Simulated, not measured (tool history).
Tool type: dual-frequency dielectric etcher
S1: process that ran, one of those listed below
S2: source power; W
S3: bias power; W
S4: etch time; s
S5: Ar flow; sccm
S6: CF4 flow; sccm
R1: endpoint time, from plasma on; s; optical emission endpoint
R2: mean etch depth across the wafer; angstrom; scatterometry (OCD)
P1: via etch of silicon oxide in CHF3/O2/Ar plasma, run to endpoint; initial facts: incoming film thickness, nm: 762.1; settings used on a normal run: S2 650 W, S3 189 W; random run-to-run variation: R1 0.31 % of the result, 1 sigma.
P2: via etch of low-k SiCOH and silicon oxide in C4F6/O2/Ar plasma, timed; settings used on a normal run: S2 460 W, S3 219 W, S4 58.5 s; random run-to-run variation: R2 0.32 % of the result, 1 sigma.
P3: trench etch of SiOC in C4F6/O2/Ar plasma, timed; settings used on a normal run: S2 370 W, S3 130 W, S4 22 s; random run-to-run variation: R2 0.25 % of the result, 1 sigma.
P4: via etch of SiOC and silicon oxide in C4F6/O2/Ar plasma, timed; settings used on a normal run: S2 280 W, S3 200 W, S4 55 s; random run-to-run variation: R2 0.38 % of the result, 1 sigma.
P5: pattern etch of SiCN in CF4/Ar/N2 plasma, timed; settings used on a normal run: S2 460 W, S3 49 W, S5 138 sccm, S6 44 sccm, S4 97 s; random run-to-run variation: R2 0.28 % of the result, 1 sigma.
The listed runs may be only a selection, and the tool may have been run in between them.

run,hour,S1,S2,S3,S4,S5,S6,R1,R2
1,2,P1,650,189,,,,371.48,
2,6.2,P2,460,294,58.5,,,,2023.3
3,9.4,P4,280,263,55,,,,611.31
4,12.7,P5,460,60,97,138,44,,701.44
5,16.1,P3,370,130,22,,,,399.14
6,20,P1,430,251,,,,390.36,
7,22.3,P5,460,49,54,138,44,,363.2
8,24.8,P5,550,49,97,138,44,,758.37
9,27.1,P1,480,155,,,,442.45,
10,30.5,P1,650,189,,,,367.78,
11,33.6,P1,800,224,,,,321.59,
12,36.4,P2,270,219,58.5,,,,1490.6
13,39.6,P1,650,229,,,,346.95,
14,44.1,P1,650,189,,,,367.26,
15,48.2,P1,650,150,,,,396.21,
16,50.8,P1,800,189,,,,340.03,
17,55.2,P3,270,130,22,,,,352.74
18,59.5,P1,650,189,,,,369.76,
19,62,P3,370,178,22,,,,437.5
20,66.3,P4,170,200,55,,,,455.58
21,70.5,P4,280,200,81,,,,812.32
22,73.2,P1,650,189,,,,371.32,
23,77.1,P1,450,189,,,,425.96,
24,80.9,P2,460,219,58.5,,,,1823.9
25,83.5,P5,460,49,97,169,44,,627
26,87.2,P5,460,49,97,138,44,,651.34
27,89.2,P4,280,200,55,,,,552.33
28,93.3,P2,460,219,32,,,,997.36
29,95.4,P5,460,49,97,138,61,,688.57
30,99.9,P3,370,130,17,,,,308.22

Predict the results of run 31:
31,102.4,P1,650,189,,,,?,

For run 31 the tool returned R1 368.17 s.
